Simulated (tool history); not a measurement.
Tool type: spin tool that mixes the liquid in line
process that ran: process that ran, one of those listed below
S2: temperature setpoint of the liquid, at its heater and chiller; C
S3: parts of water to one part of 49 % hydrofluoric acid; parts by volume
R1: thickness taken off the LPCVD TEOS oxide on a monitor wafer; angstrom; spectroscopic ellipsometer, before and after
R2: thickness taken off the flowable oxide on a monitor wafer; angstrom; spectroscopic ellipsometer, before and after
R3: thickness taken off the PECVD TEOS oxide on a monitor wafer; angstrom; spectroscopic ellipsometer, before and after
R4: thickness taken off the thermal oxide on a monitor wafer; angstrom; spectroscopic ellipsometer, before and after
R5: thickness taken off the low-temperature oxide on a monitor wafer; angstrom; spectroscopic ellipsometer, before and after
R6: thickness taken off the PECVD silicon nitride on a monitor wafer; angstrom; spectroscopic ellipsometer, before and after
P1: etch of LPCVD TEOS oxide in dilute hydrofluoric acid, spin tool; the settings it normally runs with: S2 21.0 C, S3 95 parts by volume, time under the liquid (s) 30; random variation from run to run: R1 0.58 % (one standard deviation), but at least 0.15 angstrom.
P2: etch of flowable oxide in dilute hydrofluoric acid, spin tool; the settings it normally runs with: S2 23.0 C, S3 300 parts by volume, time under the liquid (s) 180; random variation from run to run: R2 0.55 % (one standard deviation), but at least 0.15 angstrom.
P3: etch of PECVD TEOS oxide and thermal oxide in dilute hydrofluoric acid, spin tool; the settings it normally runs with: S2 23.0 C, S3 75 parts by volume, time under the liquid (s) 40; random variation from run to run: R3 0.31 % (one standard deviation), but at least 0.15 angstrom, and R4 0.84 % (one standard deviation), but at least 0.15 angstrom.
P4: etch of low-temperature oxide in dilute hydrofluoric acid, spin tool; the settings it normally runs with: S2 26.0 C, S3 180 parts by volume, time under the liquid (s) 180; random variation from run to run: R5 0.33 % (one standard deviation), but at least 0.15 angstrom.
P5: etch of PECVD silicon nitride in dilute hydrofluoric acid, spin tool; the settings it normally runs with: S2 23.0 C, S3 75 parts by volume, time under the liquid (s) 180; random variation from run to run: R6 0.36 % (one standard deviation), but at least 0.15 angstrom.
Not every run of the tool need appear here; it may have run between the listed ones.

Run 1, day 0.342: process that ran P1, S2 21.0 C, S3 95 parts by volume, time under the liquid (s) 30. Result: R1 47.110 angstrom.
Run 2, day 0.633: process that ran P2, S2 23.0 C, S3 300 parts by volume, time under the liquid (s) 180. Result: R2 168.390 angstrom.
Run 3, day 0.988: process that ran P1, S2 21.0 C, S3 95 parts by volume, time under the liquid (s) 30. Result: R1 47.263 angstrom.
Run 4, day 1.346: process that ran P3, S2 23.0 C, S3 140 parts by volume, time under the liquid (s) 40. Result: R3 36.622 angstrom, R4 12.2570 angstrom.
Run 5, day 1.617: process that ran P1, S2 21.0 C, S3 95 parts by volume, time under the liquid (s) 30. Result: R1 47.543 angstrom.
Run 6, day 1.825: process that ran P3, S2 23.0 C, S3 75 parts by volume, time under the liquid (s) 40. Result: R3 73.793 angstrom, R4 25.2800 angstrom.
Run 7, day 2.058: process that ran P4, S2 26.0 C, S3 180 parts by volume, time under the liquid (s) 180. Result: R5 269.90 angstrom.
Run 8, day 2.350: process that ran P1, S2 17.0 C, S3 55 parts by volume, time under the liquid (s) 30. Result: R1 72.421 angstrom.
Run 9, day 2.658: process that ran P2, S2 23.0 C, S3 50 parts by volume, time under the liquid (s) 180. Result: R2 1329.200 angstrom.
Run 10, day 2.875: process that ran P3, S2 23.0 C, S3 75 parts by volume, time under the liquid (s) 15. Result: R3 27.363 angstrom, R4 9.4197 angstrom.
Run 11, day 3.096: process that ran P1, S2 21.0 C, S3 95 parts by volume, time under the liquid (s) 30. Result: R1 47.049 angstrom.
Run 12, day 3.425: process that ran P4, S2 26.0 C, S3 180 parts by volume, time under the liquid (s) 90. Result: R5 133.82 angstrom.
Run 13, day 3.658: process that ran P1, S2 17.0 C, S3 95 parts by volume, time under the liquid (s) 30. Result: R1 39.700 angstrom.
Run 14, day 3.833: process that ran P1, S2 21.0 C, S3 150 parts by volume, time under the liquid (s) 30. Result: R1 28.167 angstrom.
Run 15, day 4.067: process that ran P5, S2 23.0 C, S3 75 parts by volume, time under the liquid (s) 180. Result: R6 86.769 angstrom.
Run 16, day 4.392: process that ran P1, S2 21.0 C, S3 40 parts by volume, time under the liquid (s) 30. Result: R1 120.080 angstrom.
Run 17, day 4.562: process that ran P1, S2 21.0 C, S3 95 parts by volume, time under the liquid (s) 60. Result: R1 94.281 angstrom.
Run 18, day 4.838: process that ran P1, S2 21.0 C, S3 95 parts by volume, time under the liquid (s) 15. Result: R1 23.671 angstrom.
Run 19, day 5.117: process that ran P5, S2 17.0 C, S3 75 parts by volume, time under the liquid (s) 180. Result: R6 57.541 angstrom.
Run 20, day 5.429: process that ran P2, S2 23.0 C, S3 300 parts by volume, time under the liquid (s) 15. Result: R2 13.799 angstrom.
Run 21, day 5.733: process that ran P1, S2 21.0 C, S3 95 parts by volume, time under the liquid (s) 30. Result: R1 47.045 angstrom.
Run 22, day 6.075: process that ran P1, S2 21.0 C, S3 165 parts by volume, time under the liquid (s) 15. Result: R1 12.699 angstrom.
Run 23, day 6.458: process that ran P3, S2 23.0 C, S3 75 parts by volume, time under the liquid (s) 40. Result: R3 73.292 angstrom, R4 24.6610 angstrom.
Run 24, day 6.804: process that ran P2, S2 23.0 C, S3 300 parts by volume, time under the liquid (s) 180. Result: R2 167.730 angstrom.
Run 25, day 7.100: process that ran P4, S2 26.0 C, S3 180 parts by volume, time under the liquid (s) 180. Result: R5 270.16 angstrom.
Run 26, day 7.412: process that ran P2, S2 29.5 C, S3 300 parts by volume, time under the liquid (s) 180. Result: R2 206.710 angstrom.
Run 27, day 7.800: process that ran P5, S2 23.0 C, S3 20 parts by volume, time under the liquid (s) 180. Result: R6 312.300 angstrom.
Run 28, day 8.046: process that ran P3, S2 30.5 C, S3 75 parts by volume, time under the liquid (s) 40. Result: R3 98.735 angstrom, R4 33.6120 angstrom.

Run 29, settings as shown, results not yet in. Your forecast:
Run 29, day 8.271: process that ran P1, S2 21.0 C, S3 95 parts by volume, time under the liquid (s) 30. Result: R1 ?.

{"run 29": {"R1": 47.141}}
